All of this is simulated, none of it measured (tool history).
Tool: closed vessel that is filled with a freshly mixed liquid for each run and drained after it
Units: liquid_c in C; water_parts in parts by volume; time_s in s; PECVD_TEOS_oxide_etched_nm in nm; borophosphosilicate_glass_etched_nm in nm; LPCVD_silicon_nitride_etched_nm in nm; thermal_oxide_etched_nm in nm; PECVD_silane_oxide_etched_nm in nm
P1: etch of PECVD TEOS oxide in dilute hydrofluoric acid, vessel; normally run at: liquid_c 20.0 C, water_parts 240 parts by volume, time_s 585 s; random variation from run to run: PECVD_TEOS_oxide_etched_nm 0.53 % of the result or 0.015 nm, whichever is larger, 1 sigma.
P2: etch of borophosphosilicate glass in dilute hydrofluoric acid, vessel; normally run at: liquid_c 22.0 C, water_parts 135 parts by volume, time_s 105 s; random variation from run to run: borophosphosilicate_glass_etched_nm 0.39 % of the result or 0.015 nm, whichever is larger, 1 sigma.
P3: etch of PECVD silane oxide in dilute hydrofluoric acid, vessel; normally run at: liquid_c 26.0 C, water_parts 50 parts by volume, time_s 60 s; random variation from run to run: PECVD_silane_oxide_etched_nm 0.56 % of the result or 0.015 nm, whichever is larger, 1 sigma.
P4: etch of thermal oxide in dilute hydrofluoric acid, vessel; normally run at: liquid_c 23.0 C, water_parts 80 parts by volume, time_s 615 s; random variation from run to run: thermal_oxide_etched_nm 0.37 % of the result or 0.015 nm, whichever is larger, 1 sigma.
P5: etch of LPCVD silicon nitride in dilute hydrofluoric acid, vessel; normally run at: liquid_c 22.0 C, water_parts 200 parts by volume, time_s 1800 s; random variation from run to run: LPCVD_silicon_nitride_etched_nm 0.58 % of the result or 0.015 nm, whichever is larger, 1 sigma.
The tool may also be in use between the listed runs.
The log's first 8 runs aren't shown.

run	day	process	liquid_c	water_parts	time_s	hours since the thermometer was replaced	hours since the hydrofluoric acid flow meter was replaced	PECVD_TEOS_oxide_etched_nm	borophosphosilicate_glass_etched_nm	LPCVD_silicon_nitride_etched_nm	thermal_oxide_etched_nm	PECVD_silane_oxide_etched_nm
9	5.083	P2	22.0	205	105	431.8	814.6		25.405			
10	5.508	P1	20.0	240	585	442.0	824.8	34.592				
11	6.112	P4	23.0	80	615	456.5	839.3				36.337	
12	6.842	P1	20.0	90	585	474.0	856.8	107.630				
13	7.488	P4	17.5	80	615	489.5	872.3				28.956	
14	7.954	P5	22.0	110	1800	500.7	883.5			6.3196		
15	8.304	P3	26.0	50	60	509.1	891.9					37.570
16	8.721	P3	26.0	50	30	519.1	901.9					18.932
17	9.133	P1	20.0	240	585	529.0	911.8	34.167				
18	9.783	P2	22.0	135	180	544.6	927.4		70.998			
19	10.438	P4	23.0	135	615	560.3	943.1				20.257	
20	10.958	P3	26.0	75	60	572.8	955.6					24.468
21	11.592	P1	27.5	240	585	588.0	970.8	44.778				
22	12.279	P5	22.0	200	3350	604.5	987.3			6.6538		
23	12.988	P1	26.0	150	585	621.5	1004.3	75.856				
24	13.404	P5	17.0	200	1800	631.5	1014.3			2.5298		

Run 25 comes next. What will it give?
25	13.788	P1	20.0	320	925	640.7	1023.5	?				

{"run 25": {"PECVD_TEOS_oxide_etched_nm": 38.135}}
